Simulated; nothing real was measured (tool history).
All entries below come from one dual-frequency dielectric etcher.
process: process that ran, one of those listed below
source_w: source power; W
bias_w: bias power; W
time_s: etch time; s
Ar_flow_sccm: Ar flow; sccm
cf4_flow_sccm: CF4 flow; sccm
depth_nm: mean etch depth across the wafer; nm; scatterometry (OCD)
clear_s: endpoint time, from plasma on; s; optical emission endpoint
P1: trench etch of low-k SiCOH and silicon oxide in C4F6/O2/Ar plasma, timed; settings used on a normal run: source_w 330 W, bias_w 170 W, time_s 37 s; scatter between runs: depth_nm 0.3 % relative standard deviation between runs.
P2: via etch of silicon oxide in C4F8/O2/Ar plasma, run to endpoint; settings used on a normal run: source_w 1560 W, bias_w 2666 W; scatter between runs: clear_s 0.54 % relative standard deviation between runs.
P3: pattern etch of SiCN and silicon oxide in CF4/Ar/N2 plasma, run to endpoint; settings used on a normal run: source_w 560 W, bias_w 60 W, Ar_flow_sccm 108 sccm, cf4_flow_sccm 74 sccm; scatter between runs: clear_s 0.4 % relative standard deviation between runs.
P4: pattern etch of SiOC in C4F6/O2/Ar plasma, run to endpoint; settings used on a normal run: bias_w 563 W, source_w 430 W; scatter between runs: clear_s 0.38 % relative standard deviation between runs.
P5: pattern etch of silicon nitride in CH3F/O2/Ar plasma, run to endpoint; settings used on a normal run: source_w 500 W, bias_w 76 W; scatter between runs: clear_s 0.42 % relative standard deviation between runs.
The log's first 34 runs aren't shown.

run	hour	process	source_w	bias_w	time_s	Ar_flow_sccm	cf4_flow_sccm	hours since the last wet clean	hours since the last source power generator calibration	hours since the last bias power generator calibration	depth_nm	clear_s
35	471.9	P1	330	170	37			246.7	196.6	225.2	107.96	
36	480.4	P1	330	170	37			255.2	205.1	233.7	108.23	
37	493.4	P1	330	170	37			268.2	218.1	246.7	108.31	
# hour 499.2: wet clean of the chamber
38	508.5	P1	330	170	37			9.4	233.2	261.8	108.5	
39	527.3	P1	330	170	37			28.2	252	280.6	107.61	
40	537.7	P1	330	170	37			38.6	262.4	291	107.92	
41	549.2	P1	330	170	37			50.1	273.9	302.5	107.67	
42	560.1	P1	330	170	37			61	284.8	313.4	107.56	

Predict the results of run 43:
43	573.9	P1	330	170	37			74.8	298.6	327.2	?	

{"run 43": {"depth_nm": 108.16}}

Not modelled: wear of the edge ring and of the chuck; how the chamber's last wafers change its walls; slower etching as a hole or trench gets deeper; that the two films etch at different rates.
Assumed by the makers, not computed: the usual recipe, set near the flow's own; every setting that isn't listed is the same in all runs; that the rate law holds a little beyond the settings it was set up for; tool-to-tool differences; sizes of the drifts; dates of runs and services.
